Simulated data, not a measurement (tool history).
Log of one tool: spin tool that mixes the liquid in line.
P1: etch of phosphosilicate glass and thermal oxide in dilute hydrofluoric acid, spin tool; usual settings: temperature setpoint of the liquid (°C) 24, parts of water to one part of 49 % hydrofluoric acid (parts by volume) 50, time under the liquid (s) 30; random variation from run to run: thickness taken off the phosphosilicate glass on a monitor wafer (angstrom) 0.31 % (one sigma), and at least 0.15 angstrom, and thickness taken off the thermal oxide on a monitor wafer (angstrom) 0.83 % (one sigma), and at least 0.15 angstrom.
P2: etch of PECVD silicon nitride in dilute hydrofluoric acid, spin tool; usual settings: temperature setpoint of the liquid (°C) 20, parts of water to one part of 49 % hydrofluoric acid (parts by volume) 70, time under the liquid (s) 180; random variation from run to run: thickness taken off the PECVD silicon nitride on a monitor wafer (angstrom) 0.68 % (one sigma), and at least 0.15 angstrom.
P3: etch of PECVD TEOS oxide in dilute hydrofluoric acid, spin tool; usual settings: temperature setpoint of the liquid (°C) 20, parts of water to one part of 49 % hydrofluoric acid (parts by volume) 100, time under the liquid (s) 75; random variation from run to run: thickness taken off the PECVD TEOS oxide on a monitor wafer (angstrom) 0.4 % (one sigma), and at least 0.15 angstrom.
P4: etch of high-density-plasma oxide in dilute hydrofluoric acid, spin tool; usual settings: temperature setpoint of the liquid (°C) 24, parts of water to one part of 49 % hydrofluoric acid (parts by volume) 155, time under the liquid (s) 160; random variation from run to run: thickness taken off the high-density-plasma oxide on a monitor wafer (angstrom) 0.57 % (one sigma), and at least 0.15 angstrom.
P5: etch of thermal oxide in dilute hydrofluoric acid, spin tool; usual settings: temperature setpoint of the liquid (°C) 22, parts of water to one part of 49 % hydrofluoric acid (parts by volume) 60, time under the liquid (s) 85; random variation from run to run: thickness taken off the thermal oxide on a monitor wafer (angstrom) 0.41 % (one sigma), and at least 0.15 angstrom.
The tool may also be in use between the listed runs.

run,day,process that ran,temperature setpoint of the liquid (°C),parts of water to one part of 49 % hydrofluoric acid (parts by volume),time under the liquid (s),hours since the thermometer was replaced,hours since the hydrofluoric acid flow meter was replaced,thickness taken off the phosphosilicate glass on a monitor wafer (angstrom),thickness taken off the thermal oxide on a monitor wafer (angstrom),thickness taken off the high-density-plasma oxide on a monitor wafer (angstrom),thickness taken off the PECVD TEOS oxide on a monitor wafer (angstrom),thickness taken off the PECVD silicon nitride on a monitor wafer (angstrom)
1,0.542,P1,24,50,30,401.5,332.2,782.5,31.965,,,
2,0.962,P1,24,50,45,411.6,342.3,1180.8,47.659,,,
3,1.312,P4,24,155,60,420,350.7,,,18.283,,
4,1.983,P5,22,60,40,436.1,366.8,,29.378,,,
5,2.462,P1,28,50,30,447.6,378.3,917.66,38.29,,,
6,2.788,P3,17,100,75,455.4,386.1,,,,47.955,
7,3.225,P2,20,70,180,465.9,396.6,,,,,33.197
8,3.596,P1,30.5,75,30,474.8,405.5,653.34,27.158,,,
9,4.188,P1,20,50,30,489,419.7,664.57,27.814,,,
10,4.567,P1,19.5,50,50,498.1,428.8,1078.5,44.19,,,
11,4.946,P4,24,260,160,507.2,437.9,,,26.469,,
12,5.3,P2,20,35,180,515.7,446.4,,,,,64.806
13,5.688,P1,24,50,30,525,455.7,777.67,32.027,,,
14,6.333,P2,24.5,70,180,540.5,471.2,,,,,44.344
15,6.808,P5,22,60,85,551.9,482.6,,62.34,,,
16,7.512,P1,24,50,15,568.8,499.5,388.76,15.99,,,
17,8.062,P1,24,50,30,582,512.7,781.28,31.937,,,
18,8.696,P3,20,170,75,597.2,527.9,,,,29.677,
19,9.258,P1,24,50,30,610.7,541.4,779.72,32.9,,,
20,9.708,P4,24,155,160,621.5,552.2,,,49.469,,
21,10.429,P1,24,50,30,638.8,569.5,778.17,32.303,,,
22,10.929,P3,20,100,115,650.8,581.5,,,,82.473,
23,11.621,P2,20,70,180,667.4,598.1,,,,,32.745
24,12.354,P2,20,70,270,685,615.7,,,,,48.793
25,12.879,P1,24,80,30,697.6,628.3,472.04,19.388,,,
26,13.508,P4,17,155,160,712.7,643.4,,,37.268,,
27,13.996,P5,17,60,85,724.4,655.1,,50.287,,,
28,14.621,P5,22,100,85,739.4,670.1,,35.766,,,
29,15.279,P1,17,50,50,755.2,685.9,975.87,39.721,,,
30,15.708,P1,24,20,30,765.5,696.2,2034.5,83.041,,,
31,16.075,P3,20,100,75,774.3,705,,,,53.856,
32,16.642,P1,24,50,30,787.9,718.6,781.79,32.468,,,
33,17.233,P1,24,50,30,802.1,732.8,755.61,31.088,,,
34,17.967,P1,24,50,30,819.7,750.4,731.31,29.969,,,
35,18.546,P1,24,50,30,833.6,764.3,731.67,29.831,,,
36,19.046,P1,24,50,30,845.6,776.3,725.85,30.049,,,
37,19.604,P1,24,50,30,859,789.7,726.72,29.719,,,
38,20.046,P1,24,50,30,869.6,800.3,718.94,29.657,,,
39,20.604,P1,24,50,30,883,813.7,719.34,29.742,,,
40,20.942,P1,24,50,30,891.1,821.8,721.9,29.419,,,

What P1 gives has crept away from where it was. These 2 causes fit the log equally well, each at the size given:
A: liquid colder than its thermometer reads (K) = 2
B: hydrofluoric acid flow below the setpoint (%) = 7.47
The creep began at about day 16.642.

4 check runs are offered, one wafer each, their results left as question marks. Which one tells the causes apart?
check 1,21.279,P4,24,155,160,,,,,?,,
check 2,21.279,P5,22,60,85,,,,?,,,
check 3,21.279,P2,20,70,180,,,,,,,?
check 4,21.279,P3,20,100,75,,,,,,?,

What each check would give under each cause:
check,result,if A,if B
check 1,thickness taken off the high-density-plasma oxide on a monitor wafer (angstrom),45.954,45.282
check 2,thickness taken off the thermal oxide on a monitor wafer (angstrom),57.387,57.392
check 3,thickness taken off the PECVD silicon nitride on a monitor wafer (angstrom),28.62,30.485
check 4,thickness taken off the PECVD TEOS oxide on a monitor wafer (angstrom),49.673,49.491
How far apart the two closest causes lie, in the result that separates them most: check 1 1.47 %; check 2 0.01 %; check 3 6.31 %; check 4 0.37 %
Only check 3 tells the causes apart: in the others they would give nearly the same result.

Check 3 was then run and gave: thickness taken off the PECVD silicon nitride on a monitor wafer (angstrom) 28.493. Which cause is it?

It is A: liquid colder than its thermometer reads (K).
